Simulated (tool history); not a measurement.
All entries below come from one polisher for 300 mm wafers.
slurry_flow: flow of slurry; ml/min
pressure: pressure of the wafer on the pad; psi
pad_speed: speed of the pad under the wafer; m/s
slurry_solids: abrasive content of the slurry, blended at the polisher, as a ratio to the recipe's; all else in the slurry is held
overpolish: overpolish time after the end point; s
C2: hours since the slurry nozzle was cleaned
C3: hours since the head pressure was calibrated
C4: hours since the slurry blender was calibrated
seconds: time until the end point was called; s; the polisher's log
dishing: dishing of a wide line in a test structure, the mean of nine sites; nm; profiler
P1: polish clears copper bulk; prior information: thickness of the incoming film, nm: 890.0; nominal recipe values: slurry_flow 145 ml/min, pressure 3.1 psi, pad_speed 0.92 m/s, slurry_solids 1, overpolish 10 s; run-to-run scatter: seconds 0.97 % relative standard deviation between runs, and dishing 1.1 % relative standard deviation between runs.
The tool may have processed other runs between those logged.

run 1 day=0.171 | slurry_flow=145 pressure=3.1 pad_speed=0.92 slurry_solids=1 overpolish=10 | wafers_polished_on_this_pad=341 C2=183.7 C3=478.1 C4=134.1 | seconds=91.583 dishing=58.831
run 2 day=0.458 | slurry_flow=145 pressure=3.1 pad_speed=0.92 slurry_solids=1.45 overpolish=10 | wafers_polished_on_this_pad=404 C2=190.6 C3=485 C4=141 | seconds=84.675 dishing=62.121
run 3 day=0.679 | slurry_flow=145 pressure=3.1 pad_speed=0.92 slurry_solids=1 overpolish=10 | wafers_polished_on_this_pad=453 C2=195.9 C3=490.3 C4=146.3 | seconds=90.798 dishing=59.985
run 4 day=0.862 | slurry_flow=145 pressure=3.1 pad_speed=0.92 slurry_solids=1 overpolish=10 | wafers_polished_on_this_pad=494 C2=200.3 C3=494.7 C4=150.7 | seconds=92.961 dishing=58.428
run 5 day=1.112 | slurry_flow=85 pressure=3.1 pad_speed=0.92 slurry_solids=1 overpolish=10 | wafers_polished_on_this_pad=549 C2=206.3 C3=500.7 C4=156.7 | seconds=104.64 dishing=54.826
run 6 day=1.3 | slurry_flow=145 pressure=3.1 pad_speed=0.92 slurry_solids=1 overpolish=10 | wafers_polished_on_this_pad=590 C2=210.8 C3=505.2 C4=161.2 | seconds=93.796 dishing=58.794
run 7 day=1.558 | slurry_flow=145 pressure=4.4 pad_speed=0.92 slurry_solids=1 overpolish=10 | wafers_polished_on_this_pad=647 C2=217 C3=511.4 C4=167.4 | seconds=65.326 dishing=78.549
run 8 day=1.725 | slurry_flow=145 pressure=1.6 pad_speed=1.16 slurry_solids=1 overpolish=10 | wafers_polished_on_this_pad=684 C2=221 C3=515.4 C4=171.4 | seconds=141.51 dishing=40.69
run 9 day=2.058 | slurry_flow=145 pressure=3.1 pad_speed=0.46 slurry_solids=1 overpolish=10 | wafers_polished_on_this_pad=758 C2=229 C3=523.4 C4=179.4 | seconds=186.92 dishing=33.661
run 10 day=2.346 | slurry_flow=145 pressure=3.1 pad_speed=0.92 slurry_solids=1 overpolish=18 | wafers_polished_on_this_pad=821 C2=235.9 C3=530.3 C4=186.3 | seconds=91.592 dishing=88.324
run 11 day=2.546 | slurry_flow=145 pressure=3.1 pad_speed=0.92 slurry_solids=1 overpolish=3 | wafers_polished_on_this_pad=866 C2=240.7 C3=535.1 C4=191.1 | seconds=92.101 dishing=21.789
run 12 day=2.767 | slurry_flow=145 pressure=3.1 pad_speed=0.92 slurry_solids=0.65 overpolish=10 | wafers_polished_on_this_pad=914 C2=246 C3=540.4 C4=196.4 | seconds=99.587 dishing=55.386
run 13 day=3.042 | slurry_flow=145 pressure=3.1 pad_speed=0.92 slurry_solids=1 overpolish=10 | wafers_polished_on_this_pad=975 C2=252.6 C3=547 C4=203 | seconds=92.369 dishing=59.133
run 14 day=3.371 | slurry_flow=145 pressure=3.1 pad_speed=1.36 slurry_solids=1 overpolish=10 | wafers_polished_on_this_pad=1048 C2=260.5 C3=554.9 C4=210.9 | seconds=62.155 dishing=78.726
run 15 day=3.621 | slurry_flow=145 pressure=3.1 pad_speed=0.92 slurry_solids=1 overpolish=10 | wafers_polished_on_this_pad=1103 C2=266.5 C3=560.9 C4=216.9 | seconds=92.467 dishing=59.939
run 16 day=3.838 | slurry_flow=195 pressure=3.1 pad_speed=0.92 slurry_solids=1 overpolish=10 | wafers_polished_on_this_pad=1151 C2=271.7 C3=566.1 C4=222.1 | seconds=87.044 dishing=62.396
run 17 day=4.125 | slurry_flow=145 pressure=1.6 pad_speed=0.92 slurry_solids=1 overpolish=10 | wafers_polished_on_this_pad=1214 C2=278.6 C3=573 C4=229 | seconds=176.58 dishing=32.775
run 18 day=4.404 | slurry_flow=145 pressure=3.1 pad_speed=0.92 slurry_solids=1 overpolish=10 | wafers_polished_on_this_pad=1276 C2=285.3 C3=579.7 C4=235.7 | seconds=91.749 dishing=59.978

For run 19, what comes out?
run 19 day=4.667 | slurry_flow=145 pressure=3.1 pad_speed=0.92 slurry_solids=1 overpolish=10 | wafers_polished_on_this_pad=1334 C2=291.6 C3=586 C4=242 | seconds=? dishing=?

seconds: 95.023 s
dishing: 57.795 nm

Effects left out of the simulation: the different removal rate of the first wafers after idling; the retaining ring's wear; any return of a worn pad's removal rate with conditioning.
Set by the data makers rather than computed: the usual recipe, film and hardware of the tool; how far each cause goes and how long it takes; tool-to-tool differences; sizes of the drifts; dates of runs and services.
